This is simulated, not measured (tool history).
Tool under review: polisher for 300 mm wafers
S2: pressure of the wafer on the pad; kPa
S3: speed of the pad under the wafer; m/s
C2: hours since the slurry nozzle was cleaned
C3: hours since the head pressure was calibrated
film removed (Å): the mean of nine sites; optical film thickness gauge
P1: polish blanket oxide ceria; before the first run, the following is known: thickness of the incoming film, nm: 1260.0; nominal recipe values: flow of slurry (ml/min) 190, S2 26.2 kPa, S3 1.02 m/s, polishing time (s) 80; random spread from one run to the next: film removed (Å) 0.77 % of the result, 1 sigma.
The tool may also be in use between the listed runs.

Run 1, day 0.133: flow of slurry (ml/min) 190, S2 26.2 kPa, S3 1.02 m/s, polishing time (s) 80; wafers polished on this pad 532; C2 126.0; C3 343.5. Result: film removed (Å) 4519.1.
Run 2, day 0.358: flow of slurry (ml/min) 190, S2 39.3 kPa, S3 1.02 m/s, polishing time (s) 80; wafers polished on this pad 566; C2 131.4; C3 348.9. Result: film removed (Å) 6747.4.
Run 3, day 0.508: flow of slurry (ml/min) 190, S2 26.2 kPa, S3 1.52 m/s, polishing time (s) 80; wafers polished on this pad 589; C2 135.0; C3 352.5. Result: film removed (Å) 6718.8.
Run 4, day 0.671: flow of slurry (ml/min) 190, S2 26.2 kPa, S3 1.02 m/s, polishing time (s) 80; wafers polished on this pad 614; C2 138.9; C3 356.4. Result: film removed (Å) 4482.6.
Run 5, day 0.796: flow of slurry (ml/min) 190, S2 18.6 kPa, S3 1.02 m/s, polishing time (s) 80; wafers polished on this pad 633; C2 141.9; C3 359.4. Result: film removed (Å) 3188.3.
Run 6, day 1.004: flow of slurry (ml/min) 190, S2 26.2 kPa, S3 1.02 m/s, polishing time (s) 80; wafers polished on this pad 664; C2 146.9; C3 364.4. Result: film removed (Å) 4506.4.
Run 7, day 1.142: flow of slurry (ml/min) 190, S2 26.2 kPa, S3 1.02 m/s, polishing time (s) 80; wafers polished on this pad 685; C2 150.2; C3 367.7. Result: film removed (Å) 4522.0.
Run 8, day 1.379: flow of slurry (ml/min) 190, S2 38.6 kPa, S3 1.44 m/s, polishing time (s) 80; wafers polished on this pad 722; C2 155.9; C3 373.4. Result: film removed (Å) 9355.0.
Run 9, day 1.533: flow of slurry (ml/min) 245, S2 26.2 kPa, S3 1.02 m/s, polishing time (s) 80; wafers polished on this pad 745; C2 159.6; C3 377.1. Result: film removed (Å) 4748.2.
Run 10, day 1.767: flow of slurry (ml/min) 190, S2 26.2 kPa, S3 1.02 m/s, polishing time (s) 36; wafers polished on this pad 781; C2 165.2; C3 382.7. Result: film removed (Å) 2036.0.
Run 11, day 1.946: flow of slurry (ml/min) 115, S2 26.2 kPa, S3 1.02 m/s, polishing time (s) 80; wafers polished on this pad 808; C2 169.5; C3 387.0. Result: film removed (Å) 4128.2.
Run 12, day 2.146: flow of slurry (ml/min) 190, S2 26.2 kPa, S3 1.02 m/s, polishing time (s) 80; wafers polished on this pad 839; C2 174.3; C3 391.8. Result: film removed (Å) 4538.1.
Run 13, day 2.408: flow of slurry (ml/min) 190, S2 26.2 kPa, S3 1.02 m/s, polishing time (s) 110; wafers polished on this pad 879; C2 180.6; C3 398.1. Result: film removed (Å) 6184.9.
Run 14, day 2.671: flow of slurry (ml/min) 190, S2 32.4 kPa, S3 1.02 m/s, polishing time (s) 61; wafers polished on this pad 919; C2 186.9; C3 404.4. Result: film removed (Å) 4260.9.
Run 15, day 2.896: flow of slurry (ml/min) 190, S2 26.2 kPa, S3 0.72 m/s, polishing time (s) 80; wafers polished on this pad 953; C2 192.3; C3 409.8. Result: film removed (Å) 3186.2.
Run 16, day 3.158: flow of slurry (ml/min) 190, S2 26.2 kPa, S3 1.02 m/s, polishing time (s) 80; wafers polished on this pad 993; C2 198.6; C3 416.1. Result: film removed (Å) 4498.6.
Run 17, day 3.408: flow of slurry (ml/min) 190, S2 26.2 kPa, S3 1.02 m/s, polishing time (s) 80; wafers polished on this pad 1031; C2 204.6; C3 422.1. Result: film removed (Å) 4519.4.
Run 18, day 3.550: flow of slurry (ml/min) 190, S2 26.2 kPa, S3 1.02 m/s, polishing time (s) 80; wafers polished on this pad 1053; C2 208.0; C3 425.5. Result: film removed (Å) 4405.2.
Run 19, day 3.775: flow of slurry (ml/min) 190, S2 26.2 kPa, S3 1.02 m/s, polishing time (s) 80; wafers polished on this pad 1087; C2 213.4; C3 430.9. Result: film removed (Å) 4336.9.
Run 20, day 3.925: flow of slurry (ml/min) 190, S2 26.2 kPa, S3 1.02 m/s, polishing time (s) 80; wafers polished on this pad 1110; C2 217.0; C3 434.5. Result: film removed (Å) 4281.6.
At day 4.071: worn pad replaced by a new one.
Run 21, day 4.158: flow of slurry (ml/min) 190, S2 26.2 kPa, S3 1.02 m/s, polishing time (s) 80; wafers polished on this pad 13; C2 222.6; C3 440.1. Result: film removed (Å) 4203.2.
Run 22, day 4.412: flow of slurry (ml/min) 190, S2 26.2 kPa, S3 1.02 m/s, polishing time (s) 80; wafers polished on this pad 52; C2 228.7; C3 446.2. Result: film removed (Å) 4243.7.
Run 23, day 4.550: flow of slurry (ml/min) 190, S2 26.2 kPa, S3 1.02 m/s, polishing time (s) 80; wafers polished on this pad 73; C2 232.0; C3 449.5. Result: film removed (Å) 4246.5.
Run 24, day 4.775: flow of slurry (ml/min) 190, S2 26.2 kPa, S3 1.02 m/s, polishing time (s) 80; wafers polished on this pad 107; C2 237.4; C3 454.9. Result: film removed (Å) 4268.5.

What P1 gives has crept away from where it was. These 2 causes fit the log equally well, each at the size given:
A: slurry flow missing at the pad, % = 35.3
B: head's pressure below its setpoint, % = 7.14
Creep in the process output first set in at about day 3.408.
The rest of the possible causes, and what rules out each one:
removal rate lost through wear of the pad, %: serviced at day 4.071, after the drift had started, without restoring the earlier output

Each of the check runs listed below is run on 2 wafers and reports their average, with the results left as question marks. Pick the one under which the possible causes would lead to clearly different results.
Run check 1, day 5.000: flow of slurry (ml/min) 190, S2 19.3 kPa, S3 1.02 m/s, polishing time (s) 60. Result: film removed (Å) ?.
Run check 2, day 5.000: flow of slurry (ml/min) 120, S2 26.2 kPa, S3 1.02 m/s, polishing time (s) 80. Result: film removed (Å) ?.
Run check 3, day 5.000: flow of slurry (ml/min) 190, S2 26.2 kPa, S3 1.36 m/s, polishing time (s) 80. Result: film removed (Å) ?.
Run check 4, day 5.000: flow of slurry (ml/min) 190, S2 26.2 kPa, S3 1.02 m/s, polishing time (s) 99. Result: film removed (Å) ?.

Expected result of each check under each candidate cause:
  check            result    if A    if B
check 1  film removed (Å)  2322.7  2322.9
check 2  film removed (Å)  3737.9  3883.2
check 3  film removed (Å)  5603.9  5604.4
check 4  film removed (Å)  5201.2  5201.6
Gap, in per cent, between the two causes that each check separates least, read from the result that separates them most: check 1 0.01 %; check 2 3.81 %; check 3 0.01 %; check 4 0.01 %
Of the check runs offered, only check 2 discriminates between the causes; the rest would read about the same regardless of which cause applies.

Check 2 was carried out, with these results: film removed (Å) 3925.1. Which of the listed causes is responsible?

B is the cause: head's pressure below its setpoint, %.
